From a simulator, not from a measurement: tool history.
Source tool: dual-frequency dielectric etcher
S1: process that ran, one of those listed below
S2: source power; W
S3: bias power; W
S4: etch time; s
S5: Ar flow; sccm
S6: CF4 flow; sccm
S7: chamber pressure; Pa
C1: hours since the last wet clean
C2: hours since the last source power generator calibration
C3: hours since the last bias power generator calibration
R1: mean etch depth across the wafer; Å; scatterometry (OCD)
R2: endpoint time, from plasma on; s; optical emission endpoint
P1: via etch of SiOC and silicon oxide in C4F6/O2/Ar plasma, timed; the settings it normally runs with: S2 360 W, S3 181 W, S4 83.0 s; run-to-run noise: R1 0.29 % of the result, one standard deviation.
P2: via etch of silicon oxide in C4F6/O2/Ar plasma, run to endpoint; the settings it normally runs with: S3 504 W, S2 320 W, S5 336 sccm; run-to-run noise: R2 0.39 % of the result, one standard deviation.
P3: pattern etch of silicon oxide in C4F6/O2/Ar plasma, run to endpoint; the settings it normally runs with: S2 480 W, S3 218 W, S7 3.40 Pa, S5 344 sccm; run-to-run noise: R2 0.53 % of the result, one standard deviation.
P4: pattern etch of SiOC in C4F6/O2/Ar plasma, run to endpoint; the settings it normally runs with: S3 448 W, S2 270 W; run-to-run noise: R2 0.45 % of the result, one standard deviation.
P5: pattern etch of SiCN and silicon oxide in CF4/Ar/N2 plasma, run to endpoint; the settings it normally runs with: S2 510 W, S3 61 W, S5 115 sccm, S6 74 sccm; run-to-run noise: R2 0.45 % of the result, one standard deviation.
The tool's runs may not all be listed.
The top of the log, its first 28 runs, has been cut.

run,hour,S1,S2,S3,S4,S5,S6,S7,C1,C2,C3,R1,R2
29,291.1,P2,320,504,,336,,,376.3,75.6,1359.8,,34.6230
30,299.0,P1,360,181,83.0,,,,384.2,83.5,1367.7,888.28,
31,305.4,P3,480,218,,344,,3.40,390.6,89.9,1374.1,,8.6324
32,315.5,P1,360,181,114.5,,,,400.7,100.0,1384.2,1219.20,
33,324.3,P1,360,181,83.0,,,,409.5,108.8,1393.0,890.15,
34,331.1,P1,360,181,83.0,,,,416.3,115.6,1399.8,883.10,
35,343.3,P1,360,181,83.0,,,,428.5,127.8,1412.0,877.52,
36,355.6,P1,360,181,83.0,,,,440.8,140.1,1424.3,877.59,
37,363.3,P1,360,181,83.0,,,,448.5,147.8,1432.0,874.54,
# hour 369.6: wet clean of the chamber
38,373.9,P1,360,181,83.0,,,,4.3,158.4,1442.6,876.35,
39,380.6,P1,360,181,83.0,,,,11.0,165.1,1449.3,870.16,

For run 40, what comes out?
40,388.1,P1,360,181,83.0,,,,18.5,172.6,1456.8,?,

Run 40 gave R1 868.00 Å.
